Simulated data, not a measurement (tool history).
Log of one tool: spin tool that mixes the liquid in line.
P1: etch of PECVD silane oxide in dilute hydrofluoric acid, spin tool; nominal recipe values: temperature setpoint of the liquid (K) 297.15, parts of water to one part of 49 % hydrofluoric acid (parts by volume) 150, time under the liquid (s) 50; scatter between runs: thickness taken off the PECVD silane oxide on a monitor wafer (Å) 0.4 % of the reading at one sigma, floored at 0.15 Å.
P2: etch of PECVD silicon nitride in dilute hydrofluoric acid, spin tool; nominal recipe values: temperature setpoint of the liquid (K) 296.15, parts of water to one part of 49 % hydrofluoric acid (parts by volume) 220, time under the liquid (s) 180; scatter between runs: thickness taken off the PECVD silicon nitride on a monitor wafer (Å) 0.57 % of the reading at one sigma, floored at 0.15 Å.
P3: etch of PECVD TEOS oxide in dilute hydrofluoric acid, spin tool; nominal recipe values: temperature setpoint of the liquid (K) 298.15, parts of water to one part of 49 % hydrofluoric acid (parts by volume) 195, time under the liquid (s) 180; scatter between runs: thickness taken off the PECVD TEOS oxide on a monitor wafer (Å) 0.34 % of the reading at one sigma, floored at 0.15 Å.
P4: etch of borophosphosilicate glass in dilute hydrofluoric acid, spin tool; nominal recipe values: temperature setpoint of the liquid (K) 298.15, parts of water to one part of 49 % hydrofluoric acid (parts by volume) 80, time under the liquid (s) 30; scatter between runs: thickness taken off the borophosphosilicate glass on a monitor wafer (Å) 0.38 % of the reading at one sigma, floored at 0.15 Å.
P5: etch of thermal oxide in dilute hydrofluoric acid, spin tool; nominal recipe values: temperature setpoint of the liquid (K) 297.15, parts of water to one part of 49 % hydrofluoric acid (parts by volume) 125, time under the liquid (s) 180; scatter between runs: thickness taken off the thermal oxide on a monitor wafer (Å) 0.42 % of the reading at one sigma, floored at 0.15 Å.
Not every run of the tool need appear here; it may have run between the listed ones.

run     day  process that ran  temperature setpoint of the liquid (K)  parts of water to one part of 49 % hydrofluoric acid (parts by volume)  time under the liquid (s)  thickness taken off the PECVD silane oxide on a monitor wafer (Å)  thickness taken off the PECVD silicon nitride on a monitor wafer (Å)  thickness taken off the PECVD TEOS oxide on a monitor wafer (Å)  thickness taken off the borophosphosilicate glass on a monitor wafer (Å)  thickness taken off the thermal oxide on a monitor wafer (Å)
  1   0.221                P1                                  297.15                                                                     150                         50                                                             118.09
  2   0.546                P2                                  296.15                                                                     220                        180                                                                                                                                   36.629
  3   0.733                P3                                  298.15                                                                     195                        180                                                                                                                                                                                                    127.45
  4   0.954                P1                                  297.15                                                                     150                         20                                                             47.175
  5   1.117                P4                                  298.15                                                                      80                         30                                                                                                                                                                                                                                                                              207.09
  6   1.442                P5                                  290.65                                                                     125                        180                                                                                                                                                                                                                                                                                                                                            50.323
  7   1.596                P1                                  301.65                                                                     150                         15                                                             41.968
  8   1.854                P1                                  297.15                                                                     150                         50                                                             118.56
  9   2.108                P3                                  298.15                                                                     110                        180                                                                                                                                                                                                    247.71
 10   2.329                P1                                  297.15                                                                      65                         50                                                             304.36
 11   2.504                P4                                  298.15                                                                      80                         60                                                                                                                                                                                                                                                                              415.43
 12   2.658                P2                                  296.15                                                                     220                        180                                                                                                                                   36.407
 13   2.862                P1                                  297.15                                                                     150                         50                                                             118.52
 14   3.158                P1                                  293.15                                                                     150                         50                                                             101.11
 15   3.325                P1                                  297.15                                                                     150                         50                                                             118.49
 16   3.575                P2                                  296.15                                                                     220                         15                                                                                                                                   3.1411
 17   3.821                P2                                  296.15                                                                     140                        180                                                                                                                                   56.806
 18   4.071                P1                                  297.15                                                                     100                         25                                                             94.179
 19   4.379                P1                                  297.15                                                                     150                         75                                                             177.21
 20   4.688                P4                                  298.15                                                                     130                         30                                                                                                                                                                                                                                                                              121.07
 21   4.988                P3                                  298.15                                                                     195                        325                                                                                                                                                                                                    227.82
 22   5.179                P3                                  291.65                                                                     195                        180                                                                                                                                                                                                    99.051
 23   5.458                P2                                  292.15                                                                     220                        180                                                                                                                                   28.327
 24   5.667                P5                                  297.15                                                                     125                         75                                                                                                                                                                                                                                                                                                                                            26.993
 25   5.971                P1                                  297.15                                                                     150                         50                                                             117.87
 26   6.279                P1                                  297.15                                                                     150                         50                                                             117.76
 27   6.529                P1                                  297.15                                                                     210                         50                                                             78.856
 28   6.683                P5                                  297.15                                                                     125                        180                                                                                                                                                                                                                                                                                                                                            64.771
      6.883  -- hydrofluoric acid flow meter replaced
 29   6.942                P4                                  306.65                                                                      80                         30                                                                                                                                                                                                                                                                              288.31
 30   7.117                P3                                  298.15                                                                     195                        180                                                                                                                                                                                                    126.93
 31   7.308                P4                                  298.15                                                                      80                         30                                                                                                                                                                                                                                                                              208.64
 32   7.617                P5                                  297.15                                                                     215                        180                                                                                                                                                                                                                                                                                                                                            33.793
 33   7.958                P1                                  304.65                                                                     150                         50                                                             156.51
 34   8.238                P5                                  297.15                                                                     125                        180                                                                                                                                                                                                                                                                                                                                            65.198
 35   8.417                P1                                  297.15                                                                     150                         50                                                             118.62
 36   8.625                P1                                  297.15                                                                     150                         50                                                             114.35
 37   8.908                P1                                  297.15                                                                     150                         50                                                             112.39
 38   9.133                P1                                  297.15                                                                     150                         50                                                             110.01
 39   9.283                P1                                  297.15                                                                     150                         50                                                             109.63
 40   9.621                P1                                  297.15                                                                     150                         50                                                             108.83
 41   9.942                P1                                  297.15                                                                     150                         50                                                             109.05
 42  10.138                P1                                  297.15                                                                     150                         50                                                             108.19

P1 has crept away from where it was. The log is fitted equally well by each of these 2 causes, at the sizes shown:
A: liquid colder than its thermometer reads (K) = 2.28
B: hydrofluoric acid flow below the setpoint (%) = 7.2
The onset of the drift is placed at about day 8.417.

The list below offers 4 check runs, each averaging the results of 5 wafers, and shows each result as a question mark. For which of them would the listed causes give clearly different results?
check 1  10.333                P3                                  292.15                                                                     195                        295                                                                                                                                                                                                         ?
check 2  10.333                P5                                  297.15                                                                     195                        180                                                                                                                                                                                                                                                                                                                                                 ?
check 3  10.333                P2                                  293.15                                                                     220                         55                                                                                                                                        ?
check 4  10.333                P4                                  305.15                                                                      80                         55                                                                                                                                                                                                                                                                                   ?

Outcome of each check run for each possible cause:
  check                                                                    result    if A    if B
check 1           thickness taken off the PECVD TEOS oxide on a monitor wafer (Å)  151.07  151.25
check 2              thickness taken off the thermal oxide on a monitor wafer (Å)  35.366  35.178
check 3      thickness taken off the PECVD silicon nitride on a monitor wafer (Å)  7.9335  8.5747
check 4  thickness taken off the borophosphosilicate glass on a monitor wafer (Å)   458.7  459.68
Gap, in per cent, between the two causes that each check separates least, read from the result that separates them most: check 1 0.12 %; check 2 0.53 %; check 3 7.77 %; check 4 0.21 %
Check 3 is the one run that separates the causes; every other check would come out nearly the same whichever cause is at work.

Then check 3 was run and gave: thickness taken off the PECVD silicon nitride on a monitor wafer (Å) 7.9038. Which cause is it?

It was cause A: liquid colder than its thermometer reads (K).
